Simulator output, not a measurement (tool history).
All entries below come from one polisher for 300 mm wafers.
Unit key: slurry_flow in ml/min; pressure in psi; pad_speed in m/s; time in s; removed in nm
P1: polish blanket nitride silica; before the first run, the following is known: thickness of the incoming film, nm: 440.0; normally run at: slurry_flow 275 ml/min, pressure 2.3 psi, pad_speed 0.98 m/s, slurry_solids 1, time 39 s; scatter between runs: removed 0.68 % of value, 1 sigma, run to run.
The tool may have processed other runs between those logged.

| run | day | slurry_flow | pressure | pad_speed | slurry_solids | time | removed |
|---|---|---|---|---|---|---|---|
| 1 | 0.225 | 275 | 2.3 | 0.98 | 1 | 39 | 15.182 |
| 2 | 0.471 | 275 | 2.3 | 0.98 | 1 | 39 | 15.026 |
| 3 | 0.65 | 275 | 2.3 | 0.98 | 1 | 53 | 20.703 |
| 4 | 0.917 | 275 | 2.3 | 0.98 | 1.45 | 53 | 23.963 |
| 5 | 1.15 | 275 | 2.3 | 0.56 | 1 | 39 | 9.7464 |
| 6 | 1.5 | 275 | 2.3 | 0.98 | 1 | 39 | 15.087 |
| 7 | 1.838 | 165 | 2.3 | 0.98 | 1 | 39 | 14.257 |
| 8 | 2.138 | 275 | 2.3 | 0.98 | 1.45 | 39 | 17.611 |
| 9 | 2.346 | 275 | 2.3 | 0.58 | 1 | 50 | 12.732 |
| 10 | 2.662 | 275 | 2.3 | 0.98 | 1 | 25 | 9.7432 |
| 11 | 2.854 | 375 | 2.3 | 0.98 | 1 | 39 | 15.292 |
| 12 | 3.021 | 275 | 2.3 | 0.98 | 1 | 39 | 15.308 |
| 13 | 3.238 | 275 | 2.3 | 0.98 | 0.55 | 39 | 11.067 |
| 14 | 3.604 | 165 | 2.3 | 0.98 | 1 | 26 | 9.3925 |
|  | 3.742 | conditioning disc replaced and pad reconditioned |
| 15 | 3.8 | 275 | 3.5 | 0.98 | 1 | 39 | 23.198 |
| 16 | 4.046 | 275 | 2.3 | 0.98 | 1 | 39 | 15.235 |
|  | 4.062 | slurry blender recalibrated |
| 17 | 4.358 | 275 | 2.3 | 1.44 | 1 | 39 | 20.699 |
| 18 | 4.658 | 275 | 1 | 0.98 | 1 | 39 | 6.6283 |
| 19 | 4.892 | 275 | 2.3 | 0.98 | 1 | 39 | 15.033 |
| 20 | 5.083 | 275 | 2.3 | 0.98 | 1 | 39 | 14.643 |
| 21 | 5.292 | 275 | 2.3 | 0.98 | 1 | 39 | 14.458 |
| 22 | 5.612 | 275 | 2.3 | 0.98 | 1 | 39 | 14.046 |
|  | 5.775 | conditioning disc replaced and pad reconditioned |
| 23 | 5.775 | 275 | 2.3 | 0.98 | 1 | 39 | 13.932 |
|  | 5.792 | slurry nozzle cleaned |
| 24 | 6.071 | 275 | 2.3 | 0.98 | 1 | 39 | 13.649 |
|  | 6.383 | worn pad replaced by a new one |
| 25 | 6.4 | 275 | 2.3 | 0.98 | 1 | 39 | 13.824 |
| 26 | 6.729 | 275 | 2.3 | 0.98 | 1 | 39 | 13.66 |
| 27 | 7.012 | 275 | 2.3 | 0.98 | 1 | 39 | 13.852 |
| 28 | 7.221 | 275 | 2.3 | 0.98 | 1 | 39 | 13.669 |

P1 no longer gives what it gave before; its output has crept away from where it was. The following 2 causes, each at its listed size, fit the log equally well:
A: head's pressure below its setpoint, % = 10
B: abrasive missing from the slurry, % = 19.7
The process output started creeping at around day 4.892.
Why every other cause is out:
removal rate lost through wear of the pad, %: serviced after onset, at day 6.383, with no recovery of the prior output
slurry flow missing at the pad, %: serviced after onset, at day 5.792, with no recovery of the prior output
time polished since the conditioner stopped cutting, s: serviced after onset, at day 5.775, with no recovery of the prior output

Which of the check runs below tells the causes apart, meaning the causes would give it clearly different results? Each run uses 5 wafers whose results are averaged, and each result is shown as a question mark.
| check 1 | 7.429 | 165 | 2.3 | 1.4 | 1 | 39 | ? |
| check 2 | 7.429 | 275 | 3.3 | 0.98 | 1 | 39 | ? |
| check 3 | 7.429 | 340 | 2.3 | 0.98 | 1 | 39 | ? |
| check 4 | 7.429 | 165 | 2.3 | 0.98 | 0.65 | 39 | ? |

What every check run would give for each of its results, assuming each possible cause in turn:
| check | result | if A | if B |
|---|---|---|---|
| check 1 | removed | 17.023 | 17.017 |
| check 2 | removed | 19.578 | 19.57 |
| check 3 | removed | 13.903 | 13.898 |
| check 4 | removed | 10.281 | 10.04 |
How far apart the two closest causes lie, in the result that separates them most: check 1 0.04 %; check 2 0.04 %; check 3 0.04 %; check 4 2.38 %
The causes can be told apart only by check 4. The other checks would give nearly the same results under each of them.

Here is what check 4 returned: removed 10.274 nm. Which cause is it?

The correct cause is A, namely: head's pressure below its setpoint, %.
